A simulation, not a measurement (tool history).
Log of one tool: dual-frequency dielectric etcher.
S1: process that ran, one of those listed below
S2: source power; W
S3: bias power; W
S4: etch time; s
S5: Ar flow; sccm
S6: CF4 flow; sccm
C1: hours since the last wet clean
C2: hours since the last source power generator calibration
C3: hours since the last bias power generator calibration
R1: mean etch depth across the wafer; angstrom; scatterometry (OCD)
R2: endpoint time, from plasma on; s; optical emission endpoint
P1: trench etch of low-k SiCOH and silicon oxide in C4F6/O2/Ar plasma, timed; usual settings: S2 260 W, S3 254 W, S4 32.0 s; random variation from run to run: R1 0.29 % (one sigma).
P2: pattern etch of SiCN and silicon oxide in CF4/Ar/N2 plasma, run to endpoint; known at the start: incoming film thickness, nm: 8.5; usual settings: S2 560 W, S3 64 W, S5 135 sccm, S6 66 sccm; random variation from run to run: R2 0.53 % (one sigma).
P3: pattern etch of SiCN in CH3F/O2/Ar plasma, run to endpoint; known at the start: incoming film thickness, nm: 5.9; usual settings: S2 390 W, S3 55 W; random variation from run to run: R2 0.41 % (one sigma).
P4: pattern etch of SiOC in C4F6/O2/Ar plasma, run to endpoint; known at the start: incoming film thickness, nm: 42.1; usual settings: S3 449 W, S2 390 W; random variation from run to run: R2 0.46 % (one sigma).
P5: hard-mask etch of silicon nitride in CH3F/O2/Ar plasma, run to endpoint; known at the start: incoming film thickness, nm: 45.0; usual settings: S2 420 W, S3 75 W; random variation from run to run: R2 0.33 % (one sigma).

Run 1, hour 7.4: S1 P1, S2 260 W, S3 254 W, S4 32.0 s; C1 224.2; C2 1545.3; C3 342.9. Result: R1 930.21 angstrom.
Run 2, hour 20.5: S1 P5, S2 500 W, S3 75 W; C1 237.3; C2 1558.4; C3 356.0. Result: R2 57.8690 s.
Run 3, hour 27.6: S1 P3, S2 390 W, S3 37 W; C1 244.4; C2 1565.5; C3 363.1. Result: R2 19.0810 s.
Run 4, hour 39.6: S1 P1, S2 360 W, S3 254 W, S4 32.0 s; C1 256.4; C2 1577.5; C3 375.1. Result: R1 1049.70 angstrom.
Run 5, hour 47.0: S1 P3, S2 390 W, S3 55 W; C1 263.8; C2 1584.9; C3 382.5. Result: R2 16.8780 s.
Run 6, hour 62.8: S1 P2, S2 560 W, S3 64 W, S5 135 sccm, S6 45 sccm; C1 279.6; C2 1600.7; C3 398.3. Result: R2 9.7917 s.
Run 7, hour 77.5: S1 P2, S2 560 W, S3 64 W, S5 135 sccm, S6 66 sccm; C1 294.3; C2 1615.4; C3 413.0. Result: R2 9.1486 s.
Run 8, hour 87.6: S1 P1, S2 260 W, S3 254 W, S4 45.5 s; C1 304.4; C2 1625.5; C3 423.1. Result: R1 1328.00 angstrom.
Run 9, hour 95.7: S1 P5, S2 420 W, S3 103 W; C1 312.5; C2 1633.6; C3 431.2. Result: R2 54.7830 s.
Run 10, hour 102.6: S1 P1, S2 260 W, S3 254 W, S4 32.0 s; C1 319.4; C2 1640.5; C3 438.1. Result: R1 926.08 angstrom.
Run 11, hour 115.0: S1 P1, S2 260 W, S3 339 W, S4 32.0 s; C1 331.8; C2 1652.9; C3 450.5. Result: R1 1032.20 angstrom.
Run 12, hour 124.4: S1 P1, S2 260 W, S3 254 W, S4 32.0 s; C1 341.2; C2 1662.3; C3 459.9. Result: R1 924.46 angstrom.
Run 13, hour 138.2: S1 P1, S2 260 W, S3 254 W, S4 32.0 s; C1 355.0; C2 1676.1; C3 473.7. Result: R1 932.45 angstrom.
Run 14, hour 154.1: S1 P4, S2 530 W, S3 449 W; C1 370.9; C2 1692.0; C3 489.6. Result: R2 13.1610 s.
Run 15, hour 164.1: S1 P1, S2 170 W, S3 254 W, S4 32.0 s; C1 380.9; C2 1702.0; C3 499.6. Result: R1 793.46 angstrom.
Run 16, hour 173.1: S1 P2, S2 560 W, S3 46 W, S5 135 sccm, S6 66 sccm; C1 389.9; C2 1711.0; C3 508.6. Result: R2 10.1680 s.
Run 17, hour 185.5: S1 P1, S2 260 W, S3 254 W, S4 32.0 s; C1 402.3; C2 1723.4; C3 521.0. Result: R1 929.70 angstrom.
Run 18, hour 193.1: S1 P4, S2 390 W, S3 449 W; C1 409.9; C2 1731.0; C3 528.6. Result: R2 14.6700 s.
Run 19, hour 204.3: S1 P1, S2 170 W, S3 299 W, S4 32.0 s; C1 421.1; C2 1742.2; C3 539.8. Result: R1 836.93 angstrom.
Run 20, hour 215.1: S1 P3, S2 390 W, S3 55 W; C1 431.9; C2 1753.0; C3 550.6. Result: R2 16.9170 s.
Run 21, hour 222.1: S1 P1, S2 330 W, S3 254 W, S4 22.0 s; C1 438.9; C2 1760.0; C3 557.6. Result: R1 702.71 angstrom.
Run 22, hour 230.7: S1 P4, S2 390 W, S3 449 W; C1 447.5; C2 1768.6; C3 566.2. Result: R2 14.8290 s.
Run 23, hour 240.6: S1 P4, S2 390 W, S3 326 W; C1 457.4; C2 1778.5; C3 576.1. Result: R2 16.4370 s.
Run 24, hour 254.3: S1 P2, S2 430 W, S3 64 W, S5 135 sccm, S6 66 sccm; C1 471.1; C2 1792.2; C3 589.8. Result: R2 11.4940 s.
Run 25, hour 261.9: S1 P1, S2 260 W, S3 254 W, S4 32.0 s; C1 478.7; C2 1799.8; C3 597.4. Result: R1 936.39 angstrom.
Run 26, hour 275.8: S1 P1, S2 260 W, S3 254 W, S4 17.5 s; C1 492.6; C2 1813.7; C3 611.3. Result: R1 512.45 angstrom.
Run 27, hour 288.4: S1 P1, S2 260 W, S3 155 W, S4 32.0 s; C1 505.2; C2 1826.3; C3 623.9. Result: R1 787.63 angstrom.
Run 28, hour 300.9: S1 P2, S2 560 W, S3 64 W, S5 96 sccm, S6 66 sccm; C1 517.7; C2 1838.8; C3 636.4. Result: R2 8.5193 s.
Run 29, hour 308.5: S1 P3, S2 300 W, S3 55 W; C1 525.3; C2 1846.4; C3 644.0. Result: R2 18.6010 s.
Run 30, hour 319.6: S1 P5, S2 420 W, S3 75 W; C1 536.4; C2 1857.5; C3 655.1. Result: R2 62.0220 s.
Run 31, hour 333.7: S1 P1, S2 260 W, S3 254 W, S4 32.0 s; C1 550.5; C2 1871.6; C3 669.2. Result: R1 930.70 angstrom.
Run 32, hour 342.5: S1 P1, S2 260 W, S3 254 W, S4 32.0 s; C1 559.3; C2 1880.4; C3 678.0. Result: R1 940.68 angstrom.
Run 33, hour 357.4: S1 P1, S2 260 W, S3 254 W, S4 32.0 s; C1 574.2; C2 1895.3; C3 692.9. Result: R1 945.40 angstrom.
Run 34, hour 370.7: S1 P1, S2 260 W, S3 254 W, S4 32.0 s; C1 587.5; C2 1908.6; C3 706.2. Result: R1 947.49 angstrom.
At hour 377.1: wet clean of the chamber.
Run 35, hour 381.6: S1 P1, S2 260 W, S3 254 W, S4 32.0 s; C1 4.6; C2 1919.5; C3 717.1. Result: R1 940.44 angstrom.
Run 36, hour 391.8: S1 P1, S2 260 W, S3 254 W, S4 32.0 s; C1 14.8; C2 1929.7; C3 727.3. Result: R1 947.07 angstrom.
Run 37, hour 405.0: S1 P1, S2 260 W, S3 254 W, S4 32.0 s; C1 28.0; C2 1942.9; C3 740.5. Result: R1 942.54 angstrom.
Run 38, hour 414.4: S1 P1, S2 260 W, S3 254 W, S4 32.0 s; C1 37.4; C2 1952.3; C3 749.9. Result: R1 941.83 angstrom.
Run 39, hour 422.1: S1 P1, S2 260 W, S3 254 W, S4 32.0 s; C1 45.1; C2 1960.0; C3 757.6. Result: R1 944.37 angstrom.

What P1 gives has crept away from where it was. These 2 causes fit the log equally well, each at the size given:
A: bias power that arrives over what is set, % = 4.21
B: source power that arrives over what is set, % = 3.87
The creep began at about hour 333.7.
Why every other cause is out:
chamber walls in a state that raises the etch rate, %: serviced at hour 377.1, which brought nothing back

4 check runs are offered, each on 5 wafers whose results are averaged, their results left as question marks. Which one tells the causes apart?
Run check 1, hour 429.8: S1 P4, S2 470 W, S3 449 W. Result: R2 ?.
Run check 2, hour 429.8: S1 P5, S2 480 W, S3 102 W. Result: R2 ?.
Run check 3, hour 429.8: S1 P3, S2 390 W, S3 47 W. Result: R2 ?.
Run check 4, hour 429.8: S1 P2, S2 560 W, S3 51 W, S5 135 sccm, S6 66 sccm. Result: R2 ?.

What each check would give under each cause:
  check  result     if A     if B
check 1      R2  13.4630  13.4750
check 2      R2  51.8240  51.8710
check 3      R2  17.4790  17.4530
check 4      R2   9.7062   9.5123
How far apart the two closest causes lie, in the result that separates them most: check 1 0.1 %; check 2 0.09 %; check 3 0.15 %; check 4 2.02 %
Only check 4 tells the causes apart: in the others they would give nearly the same result.

Then check 4 was run and gave: R2 9.7219 s. Which cause is it?

It is A: bias power that arrives over what is set, %.
